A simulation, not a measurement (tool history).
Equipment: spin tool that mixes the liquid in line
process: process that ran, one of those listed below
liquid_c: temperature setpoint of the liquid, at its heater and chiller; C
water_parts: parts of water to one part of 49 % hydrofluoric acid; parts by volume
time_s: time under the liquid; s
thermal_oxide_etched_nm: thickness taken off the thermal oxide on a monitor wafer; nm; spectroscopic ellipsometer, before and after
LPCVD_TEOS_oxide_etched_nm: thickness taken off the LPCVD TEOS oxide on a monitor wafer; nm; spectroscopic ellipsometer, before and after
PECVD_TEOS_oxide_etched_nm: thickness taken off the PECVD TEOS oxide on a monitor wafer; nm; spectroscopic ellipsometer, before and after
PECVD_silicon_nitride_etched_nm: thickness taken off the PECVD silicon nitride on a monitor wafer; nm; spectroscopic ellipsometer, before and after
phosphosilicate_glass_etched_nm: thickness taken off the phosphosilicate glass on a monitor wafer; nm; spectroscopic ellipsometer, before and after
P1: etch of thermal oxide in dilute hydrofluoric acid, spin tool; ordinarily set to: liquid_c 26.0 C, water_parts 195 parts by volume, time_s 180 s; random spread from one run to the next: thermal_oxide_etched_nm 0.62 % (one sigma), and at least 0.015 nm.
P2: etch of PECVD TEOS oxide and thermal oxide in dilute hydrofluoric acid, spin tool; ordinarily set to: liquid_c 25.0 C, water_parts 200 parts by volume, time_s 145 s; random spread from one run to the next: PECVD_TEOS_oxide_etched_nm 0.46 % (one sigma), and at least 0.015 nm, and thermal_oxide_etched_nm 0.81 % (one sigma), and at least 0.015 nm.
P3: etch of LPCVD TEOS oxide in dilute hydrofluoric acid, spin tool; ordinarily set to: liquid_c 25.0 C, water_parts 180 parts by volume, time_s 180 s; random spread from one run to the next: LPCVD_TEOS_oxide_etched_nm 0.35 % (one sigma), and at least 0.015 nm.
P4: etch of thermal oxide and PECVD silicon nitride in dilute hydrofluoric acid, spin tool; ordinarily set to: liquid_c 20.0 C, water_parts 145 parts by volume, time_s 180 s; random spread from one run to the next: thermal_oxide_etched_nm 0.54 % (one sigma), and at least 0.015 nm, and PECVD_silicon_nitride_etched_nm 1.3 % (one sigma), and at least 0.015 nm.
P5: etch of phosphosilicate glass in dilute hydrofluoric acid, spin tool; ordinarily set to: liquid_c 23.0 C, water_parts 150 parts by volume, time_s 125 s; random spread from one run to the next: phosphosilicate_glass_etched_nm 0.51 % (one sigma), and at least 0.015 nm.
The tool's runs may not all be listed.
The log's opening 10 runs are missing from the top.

run     day  process  liquid_c  water_parts  time_s  thermal_oxide_etched_nm  LPCVD_TEOS_oxide_etched_nm  PECVD_TEOS_oxide_etched_nm  PECVD_silicon_nitride_etched_nm  phosphosilicate_glass_etched_nm
 11   5.908       P2      25.0          200      15                  0.30990                                                  1.3804
 12   6.333       P4      20.0          145     180                  4.79940                                                                                  1.63570
 13   6.900       P3      25.0          180     180                                               16.603
 14   7.371       P1      26.0          120     180                  7.57900
 15   8.012       P1      19.0          195     180                  3.34520
 16   8.333       P1      26.0          195     180                  4.29800
 17   8.779       P4      20.0          145     180                  4.78620                                                                                  1.61990
 18   9.317       P3      25.0           60     180                                               58.272
 19   9.767       P1      22.0          335     180                  1.88250
 20  10.292       P5      23.0          255     125                                                                                                                                             29.031
 21  10.738       P2      33.0          200     145                  4.18500                                                 17.7670
 22  11.112       P3      20.5          180     180                                               14.129

The next listed run, before its measurement:
 23  11.775       P4      20.0           65     180                        ?                                                                                        ?

thermal_oxide_etched_nm: 11.62300 nm
PECVD_silicon_nitride_etched_nm: 3.56520 nm
